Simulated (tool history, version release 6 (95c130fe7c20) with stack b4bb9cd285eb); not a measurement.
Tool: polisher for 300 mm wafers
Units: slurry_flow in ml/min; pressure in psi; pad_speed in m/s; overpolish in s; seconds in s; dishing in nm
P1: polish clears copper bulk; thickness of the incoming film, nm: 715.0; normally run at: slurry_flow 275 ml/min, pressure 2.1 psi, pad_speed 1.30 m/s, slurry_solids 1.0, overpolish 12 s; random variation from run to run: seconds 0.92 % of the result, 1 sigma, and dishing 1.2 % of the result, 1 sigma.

run,hour,slurry_flow,pressure,pad_speed,slurry_solids,overpolish,wafers polished on this pad,hours since the slurry nozzle was cleaned,hours since the head pressure was calibrated,hours since the slurry blender was calibrated,seconds,dishing
1,9.3,275,2.1,1.30,1.0,12,553,238.7,360.7,78.5,65.891,63.228
2,21.8,275,2.1,1.30,1.0,12,654,251.2,373.2,91.0,66.567,64.497
3,29.5,165,2.1,1.30,1.0,4,716,258.9,380.9,98.7,71.468,27.990
4,38.9,275,2.1,1.30,1.0,12,792,268.3,390.3,108.1,67.903,64.582
5,46.3,275,2.1,1.30,1.0,12,852,275.7,397.7,115.5,66.616,64.004
6,53.4,275,2.1,1.30,1.0,4,909,282.8,404.8,122.6,65.943,29.532
7,60.0,275,2.1,1.30,1.0,12,963,289.4,411.4,129.2,67.251,63.507
8,71.9,165,2.1,1.30,1.0,12,1059,301.3,423.3,141.1,71.515,60.848
9,78.7,275,2.1,0.62,1.0,12,1114,308.1,430.1,147.9,140.830,38.706
10,86.4,275,2.1,1.30,0.7,12,1176,315.8,437.8,155.6,71.409,61.591
11,97.9,275,2.1,1.30,1.5,12,1269,327.3,449.3,167.1,61.006,67.885
12,106.9,400,2.1,1.30,1.0,12,1342,336.3,458.3,176.1,63.719,65.184
# hour 110.4: slurry blender recalibrated
13,112.9,275,2.1,2.06,1.0,12,1390,342.3,464.3,2.6,41.604,79.968
14,122.2,275,3.1,1.30,1.0,12,1465,351.6,473.6,11.9,45.161,79.622
15,127.9,275,2.1,1.30,1.0,12,1511,357.3,479.3,17.6,66.420,62.911
# hour 131.1: slurry nozzle cleaned
16,136.1,275,2.1,1.30,1.0,18,1578,5.1,487.5,25.8,66.829,75.513
17,143.8,275,1.0,1.30,1.0,12,1640,12.8,495.2,33.5,141.240,35.625
18,149.9,275,2.1,1.30,1.0,12,1689,18.9,501.3,39.6,66.769,63.249
19,155.5,275,2.1,1.30,1.0,12,1734,24.5,506.9,45.2,67.203,63.697
20,167.2,275,2.1,1.30,1.0,12,1829,36.2,518.6,56.9,68.647,62.855
21,175.6,275,2.1,1.30,1.0,12,1897,44.6,527.0,65.3,70.108,62.468
22,181.8,275,2.1,1.30,1.0,12,1947,50.8,533.2,71.5,69.902,60.727
# hour 184.4: worn pad replaced by a new one
23,193.3,275,2.1,1.30,1.0,12,72,62.3,544.7,83.0,69.037,61.158
24,200.9,275,2.1,1.30,1.0,12,133,69.9,552.3,90.6,71.757,63.857
25,207.4,275,2.1,1.30,1.0,12,186,76.4,558.8,97.1,71.500,61.775
26,216.4,275,2.1,1.30,1.0,12,259,85.4,567.8,106.1,71.138,61.154
# hour 217.8: head pressure recalibrated
27,224.3,275,2.1,1.30,1.0,12,322,93.3,6.6,114.0,71.164,61.177
28,234.0,275,2.1,1.30,1.0,12,401,103.0,16.3,123.7,70.368,62.280
29,244.9,275,2.1,1.30,1.0,12,489,113.9,27.2,134.6,71.302,63.356

What P1 gives has crept away from where it was. These 2 causes fit the log equally well, each at the size given:
A: slurry flow missing at the pad, % = 38.4
B: abrasive missing from the slurry, % = 24.8
The creep began at about hour 149.9.
Why every other cause is out:
removal rate lost through wear of the pad, %: serviced at hour 184.4, which brought nothing back
head's pressure below its setpoint, %: serviced at hour 217.8, which brought nothing back

4 check runs are offered, each on 5 wafers whose results are averaged, their results left as question marks. Which one tells the causes apart?
check 1,255.8,275,2.1,2.02,0.75,12,,,,,?,?
check 2,255.8,180,2.1,0.84,1.00,12,,,,,?,?
check 3,255.8,275,2.1,1.66,1.35,12,,,,,?,?
check 4,255.8,275,1.6,1.30,1.40,12,,,,,?,?

What each check would give under each cause:
check,result,if A,if B
check 1,seconds,48.580,48.471
check 1,dishing,75.095,75.171
check 2,seconds,119.120,115.700
check 2,dishing,43.694,44.636
check 3,seconds,52.116,52.225
check 3,dishing,72.700,72.628
check 4,seconds,86.642,86.844
check 4,dishing,53.054,52.976
How far apart the two closest causes lie, in the result that separates them most: check 1 0.22 %; check 2 2.91 %; check 3 0.21 %; check 4 0.23 %
Check 2 tells the causes apart: in the others they would give nearly the same result.

Then check 2 was run and gave: seconds 114.630 s; dishing 44.910 nm. Which cause is it?

It is B: abrasive missing from the slurry, %.
